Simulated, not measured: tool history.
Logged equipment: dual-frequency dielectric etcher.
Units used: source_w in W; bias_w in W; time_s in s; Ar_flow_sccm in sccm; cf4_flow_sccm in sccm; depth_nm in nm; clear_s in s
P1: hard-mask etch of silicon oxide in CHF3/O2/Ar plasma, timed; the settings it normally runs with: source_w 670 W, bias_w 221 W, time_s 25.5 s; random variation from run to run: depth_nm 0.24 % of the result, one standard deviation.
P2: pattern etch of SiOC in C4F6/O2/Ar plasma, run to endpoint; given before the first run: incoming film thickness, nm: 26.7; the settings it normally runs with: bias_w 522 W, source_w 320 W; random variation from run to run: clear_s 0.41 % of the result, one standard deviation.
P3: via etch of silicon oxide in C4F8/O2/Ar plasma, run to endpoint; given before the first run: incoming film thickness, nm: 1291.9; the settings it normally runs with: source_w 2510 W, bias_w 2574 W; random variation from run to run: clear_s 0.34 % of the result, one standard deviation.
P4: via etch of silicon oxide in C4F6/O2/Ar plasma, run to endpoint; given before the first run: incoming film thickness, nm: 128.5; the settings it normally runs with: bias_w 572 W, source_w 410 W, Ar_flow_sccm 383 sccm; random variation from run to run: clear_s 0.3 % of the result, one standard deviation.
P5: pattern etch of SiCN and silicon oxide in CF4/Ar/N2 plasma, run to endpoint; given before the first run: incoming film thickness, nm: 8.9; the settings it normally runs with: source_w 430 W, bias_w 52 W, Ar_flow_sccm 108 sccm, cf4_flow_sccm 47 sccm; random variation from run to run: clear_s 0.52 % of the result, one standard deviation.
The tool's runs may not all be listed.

| run | hour | process | source_w | bias_w | time_s | Ar_flow_sccm | cf4_flow_sccm | hours since the last wet clean | hours since the last source power generator calibration | hours since the last bias power generator calibration | depth_nm | clear_s |
|---|---|---|---|---|---|---|---|---|---|---|---|---|
| 1 | 5.6 | P1 | 670 | 221 | 25.5 |  |  | 157.8 | 921.2 | 701.4 | 56.765 |  |
| 2 | 11.8 | P4 | 500 | 572 |  | 383 |  | 164.0 | 927.4 | 707.6 |  | 25.2150 |
| 3 | 17.2 | P3 | 3390 | 2574 |  |  |  | 169.4 | 932.8 | 713.0 |  | 204.2300 |
| 4 | 23.4 | P4 | 410 | 572 |  | 383 |  | 175.6 | 939.0 | 719.2 |  | 26.9780 |
| 5 | 28.6 | P5 | 580 | 52 |  | 108 | 47 | 180.8 | 944.2 | 724.4 |  | 9.7322 |
| 6 | 34.6 | P5 | 430 | 31 |  | 108 | 47 | 186.8 | 950.2 | 730.4 |  | 14.8850 |
| 7 | 38.1 | P3 | 2510 | 1977 |  |  |  | 190.3 | 953.7 | 733.9 |  | 247.5200 |
| 8 | 45.5 | P4 | 410 | 572 |  | 494 |  | 197.7 | 961.1 | 741.3 |  | 27.6110 |
| 9 | 49.9 | P5 | 430 | 52 |  | 77 | 47 | 202.1 | 965.5 | 745.7 |  | 11.8100 |
| 10 | 53.3 | P1 | 670 | 221 | 36.0 |  |  | 205.5 | 968.9 | 749.1 | 80.403 |  |
| 11 | 56.9 | P2 | 320 | 728 |  |  |  | 209.1 | 972.5 | 752.7 |  | 8.6116 |
| 12 | 63.6 | P1 | 670 | 139 | 25.5 |  |  | 215.8 | 979.2 | 759.4 | 48.409 |  |
| 13 | 69.5 | P4 | 410 | 572 |  | 383 |  | 221.7 | 985.1 | 765.3 |  | 27.0700 |
| 14 | 75.9 | P2 | 320 | 522 |  |  |  | 228.1 | 991.5 | 771.7 |  | 9.7520 |
| 15 | 83.1 | P4 | 410 | 776 |  | 383 |  | 235.3 | 998.7 | 778.9 |  | 23.9850 |
| 16 | 86.5 | P1 | 670 | 259 | 16.0 |  |  | 238.7 | 1002.1 | 782.3 | 37.742 |  |
| 17 | 93.1 | P1 | 670 | 221 | 14.0 |  |  | 245.3 | 1008.7 | 788.9 | 31.145 |  |
| 18 | 99.8 | P3 | 2510 | 2574 |  |  |  | 252.0 | 1015.4 | 795.6 |  | 230.0500 |
| 19 | 103.6 | P1 | 670 | 221 | 25.5 |  |  | 255.8 | 1019.2 | 799.4 | 56.545 |  |
| 20 | 110.2 | P5 | 430 | 52 |  | 108 | 47 | 262.4 | 1025.8 | 806.0 |  | 12.6600 |
| 21 | 116.7 | P1 | 670 | 221 | 25.5 |  |  | 268.9 | 1032.3 | 812.5 | 56.756 |  |
| 22 | 121.4 | P1 | 810 | 221 | 25.5 |  |  | 273.6 | 1037.0 | 817.2 | 60.731 |  |
| 23 | 126.7 | P1 | 670 | 221 | 25.5 |  |  | 278.9 | 1042.3 | 822.5 | 56.399 |  |
| 24 | 133.0 | P1 | 670 | 310 | 25.5 |  |  | 285.2 | 1048.6 | 828.8 | 63.646 |  |
| 25 | 139.1 | P1 | 670 | 221 | 25.5 |  |  | 291.3 | 1054.7 | 834.9 | 56.509 |  |
| 26 | 144.4 | P2 | 430 | 522 |  |  |  | 296.6 | 1060.0 | 840.2 |  | 8.7745 |
| 27 | 150.0 | P1 | 530 | 221 | 25.5 |  |  | 302.2 | 1065.6 | 845.8 | 51.762 |  |
| 28 | 153.7 | P5 | 430 | 52 |  | 108 | 31 | 305.9 | 1069.3 | 849.5 |  | 13.6620 |
| 29 | 157.7 | P1 | 670 | 221 | 25.5 |  |  | 309.9 | 1073.3 | 853.5 | 56.461 |  |
| 30 | 165.1 | P1 | 670 | 221 | 25.5 |  |  | 317.3 | 1080.7 | 860.9 | 56.231 |  |
| 31 | 168.7 | P1 | 670 | 221 | 25.5 |  |  | 320.9 | 1084.3 | 864.5 | 55.853 |  |
| 32 | 175.1 | P1 | 670 | 221 | 25.5 |  |  | 327.3 | 1090.7 | 870.9 | 55.867 |  |
|  | 175.3 | wet clean of the chamber |
| 33 | 178.6 | P1 | 670 | 221 | 25.5 |  |  | 3.4 | 1094.2 | 874.4 | 55.833 |  |
| 34 | 185.2 | P1 | 670 | 221 | 25.5 |  |  | 10.0 | 1100.8 | 881.0 | 55.883 |  |
| 35 | 189.9 | P1 | 670 | 221 | 25.5 |  |  | 14.7 | 1105.5 | 885.7 | 55.512 |  |
| 36 | 195.4 | P1 | 670 | 221 | 25.5 |  |  | 20.2 | 1111.0 | 891.2 | 55.586 |  |
| 37 | 200.6 | P1 | 670 | 221 | 25.5 |  |  | 25.4 | 1116.2 | 896.4 | 55.578 |  |

What P1 gives has crept off from where it sat before. The 2 causes that follow fit the log equally well, each at the size noted:
A: bias power that arrives under what is set, % = 4.39
B: source power that arrives under what is set, % = 4.01
The drift started at roughly hour 157.7.
The rest of the possible causes, and what rules out each one:
chamber walls in a state that lowers the etch rate, %: serviced at hour 175.3, after the change had begun; the process did not return to its earlier output

Which of the 4 check runs listed below, each an average over 5 wafers with its results shown as question marks, gives clearly different results under the different listed causes?
| check 1 | 205.8 | P4 | 410 | 773 |  | 383 |  |  |  |  |  | ? |
| check 2 | 205.8 | P3 | 3260 | 2574 |  |  |  |  |  |  |  | ? |
| check 3 | 205.8 | P5 | 520 | 52 |  | 108 | 40 |  |  |  |  | ? |
| check 4 | 205.8 | P2 | 420 | 700 |  |  |  |  |  |  |  | ? |

How each check would come out, cause by cause:
| check | result | if A | if B |
|---|---|---|---|
| check 1 | clear_s | 24.4050 | 24.3350 |
| check 2 | clear_s | 209.3000 | 209.9900 |
| check 3 | clear_s | 11.1650 | 11.3960 |
| check 4 | clear_s | 8.0277 | 8.0072 |
Smallest distance between any two causes, each pair judged by its most separating result, in per cent: check 1 0.29 %; check 2 0.33 %; check 3 2.05 %; check 4 0.26 %
Of the check runs offered, only check 3 discriminates between the causes; the rest would read about the same regardless of which cause applies.

The results of check 3 are: clear_s 11.1770 s. Based on these, which of the listed causes is it?

The cause is A: bias power that arrives under what is set, %.

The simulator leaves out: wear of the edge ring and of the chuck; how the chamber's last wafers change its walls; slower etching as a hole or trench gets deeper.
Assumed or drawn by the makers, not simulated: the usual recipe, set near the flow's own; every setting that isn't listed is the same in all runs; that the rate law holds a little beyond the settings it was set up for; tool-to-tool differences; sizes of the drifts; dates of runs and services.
